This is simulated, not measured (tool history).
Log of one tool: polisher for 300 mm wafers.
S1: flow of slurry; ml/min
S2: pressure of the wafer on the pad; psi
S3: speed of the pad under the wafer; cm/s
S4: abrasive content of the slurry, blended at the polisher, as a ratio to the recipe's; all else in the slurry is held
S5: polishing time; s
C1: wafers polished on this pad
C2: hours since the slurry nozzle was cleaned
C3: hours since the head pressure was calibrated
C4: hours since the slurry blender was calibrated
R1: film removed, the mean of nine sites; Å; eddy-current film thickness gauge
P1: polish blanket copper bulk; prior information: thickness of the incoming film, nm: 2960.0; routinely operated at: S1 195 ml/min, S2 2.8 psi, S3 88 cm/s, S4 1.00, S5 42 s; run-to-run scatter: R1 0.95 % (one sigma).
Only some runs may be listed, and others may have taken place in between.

Run 1, hour 3.9: S1 195 ml/min, S2 2.8 psi, S3 88 cm/s, S4 1.00, S5 42 s; C1 406; C2 374.2; C3 167.9; C4 182.0. Result: R1 2776.6 Å.
Run 2, hour 8.6: S1 195 ml/min, S2 2.8 psi, S3 138 cm/s, S4 1.00, S5 42 s; C1 438; C2 378.9; C3 172.6; C4 186.7. Result: R1 4375.1 Å.
Run 3, hour 12.9: S1 195 ml/min, S2 2.8 psi, S3 88 cm/s, S4 1.45, S5 42 s; C1 468; C2 383.2; C3 176.9; C4 191.0. Result: R1 3042.8 Å.
Run 4, hour 16.5: S1 195 ml/min, S2 2.0 psi, S3 88 cm/s, S4 1.00, S5 42 s; C1 493; C2 386.8; C3 180.5; C4 194.6. Result: R1 1980.1 Å.
Run 5, hour 22.1: S1 195 ml/min, S2 2.8 psi, S3 88 cm/s, S4 1.00, S5 27 s; C1 532; C2 392.4; C3 186.1; C4 200.2. Result: R1 1788.2 Å.
Run 6, hour 27.1: S1 195 ml/min, S2 2.8 psi, S3 88 cm/s, S4 1.00, S5 42 s; C1 567; C2 397.4; C3 191.1; C4 205.2. Result: R1 2861.2 Å.
Run 7, hour 33.7: S1 195 ml/min, S2 2.8 psi, S3 88 cm/s, S4 1.00, S5 42 s; C1 613; C2 404.0; C3 197.7; C4 211.8. Result: R1 2778.1 Å.
Run 8, hour 38.0: S1 280 ml/min, S2 2.8 psi, S3 88 cm/s, S4 1.00, S5 42 s; C1 643; C2 408.3; C3 202.0; C4 216.1. Result: R1 2926.5 Å.
Run 9, hour 41.1: S1 195 ml/min, S2 2.8 psi, S3 88 cm/s, S4 1.00, S5 42 s; C1 664; C2 411.4; C3 205.1; C4 219.2. Result: R1 2807.8 Å.
Run 10, hour 44.8: S1 195 ml/min, S2 2.8 psi, S3 88 cm/s, S4 0.50, S5 42 s; C1 690; C2 415.1; C3 208.8; C4 222.9. Result: R1 2417.8 Å.
Run 11, hour 49.1: S1 195 ml/min, S2 4.4 psi, S3 88 cm/s, S4 1.00, S5 42 s; C1 720; C2 419.4; C3 213.1; C4 227.2. Result: R1 4434.8 Å.
Run 12, hour 53.2: S1 195 ml/min, S2 2.8 psi, S3 88 cm/s, S4 1.00, S5 54 s; C1 748; C2 423.5; C3 217.2; C4 231.3. Result: R1 3588.3 Å.
Run 13, hour 59.8: S1 195 ml/min, S2 2.8 psi, S3 88 cm/s, S4 1.00, S5 42 s; C1 794; C2 430.1; C3 223.8; C4 237.9. Result: R1 2813.2 Å.
Run 14, hour 66.2: S1 195 ml/min, S2 2.8 psi, S3 88 cm/s, S4 1.00, S5 42 s; C1 838; C2 436.5; C3 230.2; C4 244.3. Result: R1 2816.1 Å.
Run 15, hour 71.1: S1 195 ml/min, S2 2.8 psi, S3 40 cm/s, S4 1.00, S5 42 s; C1 873; C2 441.4; C3 235.1; C4 249.2. Result: R1 1261.8 Å.
Run 16, hour 75.2: S1 195 ml/min, S2 2.8 psi, S3 88 cm/s, S4 1.00, S5 42 s; C1 901; C2 445.5; C3 239.2; C4 253.3. Result: R1 2792.2 Å.
Run 17, hour 80.6: S1 115 ml/min, S2 2.8 psi, S3 88 cm/s, S4 1.00, S5 42 s; C1 938; C2 450.9; C3 244.6; C4 258.7. Result: R1 2541.2 Å.
Run 18, hour 86.3: S1 290 ml/min, S2 2.8 psi, S3 88 cm/s, S4 1.00, S5 62 s; C1 978; C2 456.6; C3 250.3; C4 264.4. Result: R1 4338.7 Å.
Run 19, hour 90.3: S1 195 ml/min, S2 2.8 psi, S3 88 cm/s, S4 1.00, S5 42 s; C1 1006; C2 460.6; C3 254.3; C4 268.4. Result: R1 2781.6 Å.
Run 20, hour 94.7: S1 195 ml/min, S2 2.8 psi, S3 88 cm/s, S4 1.00, S5 42 s; C1 1036; C2 465.0; C3 258.7; C4 272.8. Result: R1 2770.7 Å.
Run 21, hour 101.3: S1 195 ml/min, S2 2.8 psi, S3 88 cm/s, S4 1.00, S5 42 s; C1 1082; C2 471.6; C3 265.3; C4 279.4. Result: R1 2630.3 Å.
Run 22, hour 107.1: S1 195 ml/min, S2 2.8 psi, S3 88 cm/s, S4 1.00, S5 42 s; C1 1123; C2 477.4; C3 271.1; C4 285.2. Result: R1 2606.9 Å.
At hour 113.1: slurry blender recalibrated.
At hour 113.3: worn pad replaced by a new one.
Run 23, hour 113.8: S1 195 ml/min, S2 2.8 psi, S3 88 cm/s, S4 1.00, S5 42 s; C1 3; C2 484.1; C3 277.8; C4 0.7. Result: R1 2584.6 Å.

Run 24 has not been measured yet. What should we expect?
Run 24, hour 119.5: S1 195 ml/min, S2 2.8 psi, S3 88 cm/s, S4 1.00, S5 42 s; C1 43; C2 489.8; C3 283.5; C4 6.4. Result: R1 ?.

R1: 2568.5 Å
